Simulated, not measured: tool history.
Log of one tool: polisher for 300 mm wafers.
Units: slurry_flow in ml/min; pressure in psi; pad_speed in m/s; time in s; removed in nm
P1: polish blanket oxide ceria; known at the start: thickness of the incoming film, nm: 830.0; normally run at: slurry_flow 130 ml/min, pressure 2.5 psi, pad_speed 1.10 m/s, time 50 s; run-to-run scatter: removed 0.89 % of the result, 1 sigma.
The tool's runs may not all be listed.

run	hour	slurry_flow	pressure	pad_speed	time	removed
1	7.0	130	2.5	1.10	50	224.17
2	13.4	180	2.5	1.10	50	240.52
3	21.7	130	2.5	1.10	50	225.04
4	27.7	130	2.5	1.10	50	225.77
# hour 31.1: worn pad replaced by a new one
5	37.3	130	2.5	1.10	24	108.84
6	43.6	85	2.5	1.10	50	204.76
7	51.9	130	2.5	1.44	50	299.69
# hour 58.2: head pressure recalibrated
8	60.8	130	3.7	1.10	50	340.48
9	69.4	130	2.5	0.50	50	102.55
10	74.7	190	2.5	1.58	50	346.49
11	82.1	130	2.5	1.10	50	223.97
12	90.2	130	1.2	1.10	50	109.35
13	96.0	130	2.5	1.10	69	311.98

Forecast run 14:
14	103.1	130	2.5	1.10	50	?

Run 14 gave removed 223.15 nm.

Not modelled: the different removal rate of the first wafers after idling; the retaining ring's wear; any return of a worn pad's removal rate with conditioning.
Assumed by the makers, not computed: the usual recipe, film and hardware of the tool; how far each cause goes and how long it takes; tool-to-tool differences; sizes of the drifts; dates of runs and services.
